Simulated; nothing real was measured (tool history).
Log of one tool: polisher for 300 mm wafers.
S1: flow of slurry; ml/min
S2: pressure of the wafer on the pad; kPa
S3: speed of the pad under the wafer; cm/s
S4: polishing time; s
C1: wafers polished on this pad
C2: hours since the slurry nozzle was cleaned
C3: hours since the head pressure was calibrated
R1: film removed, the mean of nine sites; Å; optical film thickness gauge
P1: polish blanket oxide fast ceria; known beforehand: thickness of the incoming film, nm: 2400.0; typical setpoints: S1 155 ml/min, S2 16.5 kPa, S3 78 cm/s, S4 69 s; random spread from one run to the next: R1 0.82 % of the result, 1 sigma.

| run | hour | S1 | S2 | S3 | S4 | C1 | C2 | C3 | R1 |
|---|---|---|---|---|---|---|---|---|---|
| 1 | 8.7 | 155 | 16.5 | 78 | 69 | 868 | 212.1 | 480.2 | 8248.5 |
| 2 | 13.5 | 155 | 16.5 | 124 | 69 | 931 | 216.9 | 485.0 | 13249.0 |
| 3 | 21.5 | 155 | 16.5 | 78 | 69 | 1035 | 224.9 | 493.0 | 8198.2 |
| 4 | 30.0 | 155 | 16.5 | 38 | 69 | 1146 | 233.4 | 501.5 | 3997.7 |
| 5 | 35.8 | 200 | 16.5 | 78 | 69 | 1221 | 239.2 | 507.3 | 8554.8 |
| 6 | 40.0 | 155 | 16.5 | 78 | 69 | 1276 | 243.4 | 511.5 | 8245.4 |
| 7 | 46.8 | 155 | 16.5 | 78 | 69 | 1365 | 250.2 | 518.3 | 8256.7 |
| 8 | 53.9 | 155 | 22.1 | 78 | 69 | 1457 | 257.3 | 525.4 | 10953.0 |
| 9 | 57.7 | 220 | 16.5 | 44 | 69 | 1507 | 261.1 | 529.2 | 4870.3 |
| 10 | 65.3 | 230 | 16.5 | 110 | 69 | 1606 | 268.7 | 536.8 | 12344.0 |
| 11 | 73.1 | 155 | 16.5 | 78 | 31 | 1707 | 276.5 | 544.6 | 3729.4 |
| 12 | 77.5 | 95 | 16.5 | 78 | 69 | 1764 | 280.9 | 549.0 | 7421.9 |
| 13 | 82.7 | 155 | 11.7 | 78 | 69 | 1832 | 286.1 | 554.2 | 5887.8 |
| 14 | 86.6 | 155 | 16.5 | 78 | 90 | 1883 | 290.0 | 558.1 | 10783.0 |
| 15 | 95.4 | 155 | 16.5 | 78 | 69 | 1998 | 298.8 | 566.9 | 8145.8 |
| 16 | 101.1 | 155 | 16.5 | 78 | 69 | 2072 | 304.5 | 572.6 | 8017.7 |
| 17 | 105.7 | 155 | 16.5 | 78 | 69 | 2132 | 309.1 | 577.2 | 7982.9 |
| 18 | 110.5 | 155 | 16.5 | 78 | 69 | 2194 | 313.9 | 582.0 | 7746.8 |
| 19 | 116.7 | 155 | 16.5 | 78 | 69 | 2275 | 320.1 | 588.2 | 7747.5 |
|  | 123.1 | worn pad replaced by a new one |
| 20 | 123.8 | 155 | 16.5 | 78 | 69 | 9 | 327.2 | 595.3 | 7645.2 |
| 21 | 130.6 | 155 | 16.5 | 78 | 69 | 97 | 334.0 | 602.1 | 7693.0 |
| 22 | 134.6 | 155 | 16.5 | 78 | 69 | 149 | 338.0 | 606.1 | 7622.7 |
| 23 | 142.1 | 155 | 16.5 | 78 | 69 | 247 | 345.5 | 613.6 | 7704.0 |
| 24 | 149.9 | 155 | 16.5 | 78 | 69 | 349 | 353.3 | 621.4 | 7605.0 |

Compared with where it was, what P1 gives has crept away. Each cause listed below fits the log as well as the rest, at the size given for it:
A: head's pressure below its setpoint, % = 8.52
B: slurry flow missing at the pad, % = 35.1
The creep began at about hour 95.4.
All other causes, with the reason each is excluded:
removal rate lost through wear of the pad, %: was serviced at hour 123.1, once the creep was under way, yet the earlier output never came back

Below are 4 check runs, each averaged over 2 wafers, with their results shown as question marks. Which of them would give clearly different results depending on which cause is behind the drift?
| check 1 | 157.7 | 95 | 16.5 | 108 | 69 |  |  |  | ? |
| check 2 | 157.7 | 155 | 16.5 | 60 | 83 |  |  |  | ? |
| check 3 | 157.7 | 155 | 16.5 | 106 | 88 |  |  |  | ? |
| check 4 | 157.7 | 155 | 16.5 | 98 | 31 |  |  |  | ? |

How each check would come out, cause by cause:
| check | result | if A | if B |
|---|---|---|---|
| check 1 | R1 | 9432.5 | 8994.1 |
| check 2 | R1 | 6991.3 | 6991.8 |
| check 3 | R1 | 13095.0 | 13096.0 |
| check 4 | R1 | 4264.9 | 4265.3 |
Per-check spread between the two closest causes, in the result where they differ most: check 1 4.76 %; check 2 0.01 %; check 3 0.01 %; check 4 0.01 %
Of the check runs offered, only check 1 discriminates between the causes; the rest would read about the same regardless of which cause applies.

With check 1 done, the readings were: R1 9495.3 Å. Identify which of the listed causes applies.

It is A: head's pressure below its setpoint, %.
